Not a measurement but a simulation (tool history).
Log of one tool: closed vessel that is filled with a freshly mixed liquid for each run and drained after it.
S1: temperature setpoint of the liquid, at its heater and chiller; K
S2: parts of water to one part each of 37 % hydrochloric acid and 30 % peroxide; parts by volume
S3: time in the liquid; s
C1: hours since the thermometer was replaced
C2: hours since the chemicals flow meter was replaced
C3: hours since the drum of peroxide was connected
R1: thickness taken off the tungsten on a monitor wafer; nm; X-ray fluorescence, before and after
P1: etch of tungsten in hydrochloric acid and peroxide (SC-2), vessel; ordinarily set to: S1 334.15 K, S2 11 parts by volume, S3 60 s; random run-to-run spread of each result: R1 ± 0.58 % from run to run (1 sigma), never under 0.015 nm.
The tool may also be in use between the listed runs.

run,day,S1,S2,S3,C1,C2,C3,R1
1,0.308,334.15,11,60,263.1,1230.6,625.6,40.623
2,0.733,334.15,11,60,273.3,1240.8,635.8,40.275
3,1.358,334.15,11,60,288.3,1255.8,650.8,40.386
4,1.808,318.65,11,60,299.1,1266.6,661.6,14.743
5,2.250,334.15,11,60,309.7,1277.2,672.2,40.568
# day 2.325: new drum of peroxide connected
# day 2.712: chemicals flow meter replaced
6,2.717,345.15,11,60,320.9,0.2,9.4,78.763
7,3.350,334.15,11,85,336.1,15.4,24.6,57.084
# day 3.438: thermometer replaced
8,3.967,334.15,11,30,12.8,30.2,39.4,20.306
9,4.408,334.15,11,60,23.4,40.8,50.0,40.130
10,4.825,334.15,4,60,33.4,50.8,60.0,87.847
11,5.279,334.15,15,60,44.3,61.7,70.9,30.642
12,5.746,321.65,4,60,55.5,72.9,82.1,39.115
13,6.367,334.15,11,60,70.4,87.8,97.0,40.833
14,6.696,334.15,11,60,78.3,95.7,104.9,41.787
15,7.275,334.15,11,60,92.2,109.6,118.8,42.364
16,7.658,334.15,11,60,101.4,118.8,128.0,43.543
17,8.000,334.15,11,60,109.6,127.0,136.2,44.108
18,8.317,334.15,11,60,117.2,134.6,143.8,43.845
19,8.608,334.15,11,60,124.2,141.6,150.8,44.262
20,9.238,334.15,11,60,139.3,156.7,165.9,44.455
21,9.867,334.15,11,60,154.4,171.8,181.0,44.539
22,10.500,334.15,11,60,169.6,187.0,196.2,44.838

What P1 gives has crept away from where it was. These 2 causes fit the log equally well, each at the size given:
A: liquid hotter than its thermometer reads (K) = 1.48
B: chemicals flow above the setpoint (%) = 11.5
The drift started at roughly day 6.367.
All other causes, with the reason each is excluded:
peroxide weaker than its label (%): at most 8, which would move R1 by -7.4 %: too little, or the wrong way

You are offered 4 check runs, listed below with question marks in place of their results; each one averages 5 wafers. Which run separates the listed causes by giving clearly different results for each?
check 1,11.133,334.15,4,80,,,,?
check 2,11.133,327.65,11,60,,,,?
check 3,11.133,334.15,11,80,,,,?
check 4,11.133,345.15,7,60,,,,?

Check results expected under each cause:
check,result,if A,if B
check 1,R1,128.180,125.570
check 2,R1,29.456,29.332
check 3,R1,59.161,59.130
check 4,R1,123.800,123.490
Per-check spread between the two closest causes, in the result where they differ most: check 1 2.06 %; check 2 0.42 %; check 3 0.05 %; check 4 0.25 %
The other checks would show nearly matching results whichever cause is true, so check 1 is the only one that separates the causes.

Check 1 was then run and gave: R1 127.950 nm. Which cause is it?

The cause is A: liquid hotter than its thermometer reads (K).

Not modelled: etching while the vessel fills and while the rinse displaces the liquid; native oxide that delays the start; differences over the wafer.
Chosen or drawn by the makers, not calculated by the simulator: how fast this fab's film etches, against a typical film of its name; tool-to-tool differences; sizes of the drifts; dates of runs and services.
